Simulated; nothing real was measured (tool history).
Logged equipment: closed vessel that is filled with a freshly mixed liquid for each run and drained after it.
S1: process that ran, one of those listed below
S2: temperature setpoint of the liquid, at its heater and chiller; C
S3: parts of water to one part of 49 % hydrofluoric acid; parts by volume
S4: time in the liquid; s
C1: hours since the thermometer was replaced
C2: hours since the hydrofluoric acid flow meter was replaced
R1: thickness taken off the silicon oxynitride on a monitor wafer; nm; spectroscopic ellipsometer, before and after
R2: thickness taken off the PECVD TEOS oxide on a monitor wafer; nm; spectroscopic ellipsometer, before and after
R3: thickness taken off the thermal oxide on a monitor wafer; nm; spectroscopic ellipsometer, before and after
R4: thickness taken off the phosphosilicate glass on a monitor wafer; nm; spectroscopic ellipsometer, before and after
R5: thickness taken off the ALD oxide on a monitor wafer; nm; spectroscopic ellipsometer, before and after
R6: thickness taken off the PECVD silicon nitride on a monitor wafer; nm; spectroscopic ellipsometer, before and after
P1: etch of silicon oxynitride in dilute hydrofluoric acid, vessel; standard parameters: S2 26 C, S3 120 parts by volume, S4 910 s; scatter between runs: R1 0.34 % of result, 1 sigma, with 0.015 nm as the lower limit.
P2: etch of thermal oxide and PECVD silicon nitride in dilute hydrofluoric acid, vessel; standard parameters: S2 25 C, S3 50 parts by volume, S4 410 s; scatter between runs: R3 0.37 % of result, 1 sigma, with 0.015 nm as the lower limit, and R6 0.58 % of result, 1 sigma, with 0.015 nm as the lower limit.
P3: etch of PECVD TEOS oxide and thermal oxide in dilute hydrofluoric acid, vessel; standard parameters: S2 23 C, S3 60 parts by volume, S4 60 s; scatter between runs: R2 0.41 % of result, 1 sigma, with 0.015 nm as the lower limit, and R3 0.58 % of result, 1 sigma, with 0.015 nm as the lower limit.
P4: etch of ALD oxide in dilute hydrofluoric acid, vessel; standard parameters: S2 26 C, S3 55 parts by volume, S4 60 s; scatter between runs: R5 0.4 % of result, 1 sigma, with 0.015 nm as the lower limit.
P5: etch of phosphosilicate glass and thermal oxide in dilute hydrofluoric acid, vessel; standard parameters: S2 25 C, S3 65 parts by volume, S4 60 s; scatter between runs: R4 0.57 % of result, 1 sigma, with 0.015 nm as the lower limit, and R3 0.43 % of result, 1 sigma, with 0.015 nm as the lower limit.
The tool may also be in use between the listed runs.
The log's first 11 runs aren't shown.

run 12 hour=100.5 | S1=P1 S2=26 S3=65 S4=910 | C1=1139.4 C2=1708.7 | R1=23.21
run 13 hour=108.8 | S1=P1 S2=26 S3=120 S4=910 | C1=1147.7 C2=1717 | R1=12.032
run 14 hour=118.5 | S1=P1 S2=19.5 S3=210 S4=910 | C1=1157.4 C2=1726.7 | R1=4.7221
run 15 hour=126.9 | S1=P1 S2=26 S3=45 S4=210 | C1=1165.8 C2=1735.1 | R1=7.8829
run 16 hour=136.5 | S1=P1 S2=26 S3=120 S4=910 | C1=1175.4 C2=1744.7 | R1=11.913
run 17 hour=144.8 | S1=P2 S2=25 S3=50 S4=410 | C1=1183.7 C2=1753 | R3=41.07 R6=20.485
run 18 hour=150.3 | S1=P2 S2=25 S3=50 S4=70 | C1=1189.2 C2=1758.5 | R3=7.0172 R6=3.5071
run 19 hour=156.3 | S1=P2 S2=20 S3=50 S4=410 | C1=1195.2 C2=1764.5 | R3=33.155 R6=14.493
run 20 hour=162.4 | S1=P3 S2=23 S3=60 S4=60 | C1=1201.3 C2=1770.6 | R2=16.301 R3=4.7651
run 21 hour=168.7 | S1=P4 S2=26 S3=55 S4=60 | C1=1207.6 C2=1776.9 | R5=32.445
run 22 hour=178.9 | S1=P1 S2=26 S3=120 S4=910 | C1=1217.8 C2=1787.1 | R1=11.907
run 23 hour=189.7 | S1=P5 S2=19 S3=65 S4=60 | C1=1228.6 C2=1797.9 | R3=3.9397 R4=50.722
run 24 hour=194.8 | S1=P1 S2=26 S3=210 S4=910 | C1=1233.7 C2=1803 | R1=6.3695
run 25 hour=202.4 | S1=P1 S2=19.5 S3=120 S4=910 | C1=1241.3 C2=1810.6 | R1=8.8033
run 26 hour=210.4 | S1=P1 S2=26 S3=120 S4=910 | C1=1249.3 C2=1818.6 | R1=11.978
run 27 hour=215.1 | S1=P2 S2=25 S3=50 S4=410 | C1=1254 C2=1823.3 | R3=40.571 R6=20.232
run 28 hour=220.7 | S1=P5 S2=25 S3=65 S4=60 | C1=1259.6 C2=1828.9 | R3=5.002 R4=64.218
run 29 hour=227.4 | S1=P2 S2=25 S3=20 S4=410 | C1=1266.3 C2=1835.6 | R3=106.58 R6=49.031
run 30 hour=233.3 | S1=P1 S2=26 S3=120 S4=910 | C1=1272.2 C2=1841.5 | R1=11.927
run 31 hour=239 | S1=P5 S2=25 S3=25 S4=60 | C1=1277.9 C2=1847.2 | R3=13.889 R4=178.09
run 32 hour=247.5 | S1=P4 S2=26 S3=55 S4=105 | C1=1286.4 C2=1855.7 | R5=56.1
run 33 hour=256.9 | S1=P1 S2=26 S3=120 S4=910 | C1=1295.8 C2=1865.1 | R1=12.005
run 34 hour=263.7 | S1=P1 S2=26 S3=120 S4=910 | C1=1302.6 C2=1871.9 | R1=12.459
run 35 hour=274.2 | S1=P1 S2=26 S3=120 S4=910 | C1=1313.1 C2=1882.4 | R1=12.799

The next listed run, before its measurement:
run 36 hour=279.1 | S1=P1 S2=26 S3=120 S4=910 | C1=1318 C2=1887.3 | R1=?

R1: 12.976 nm
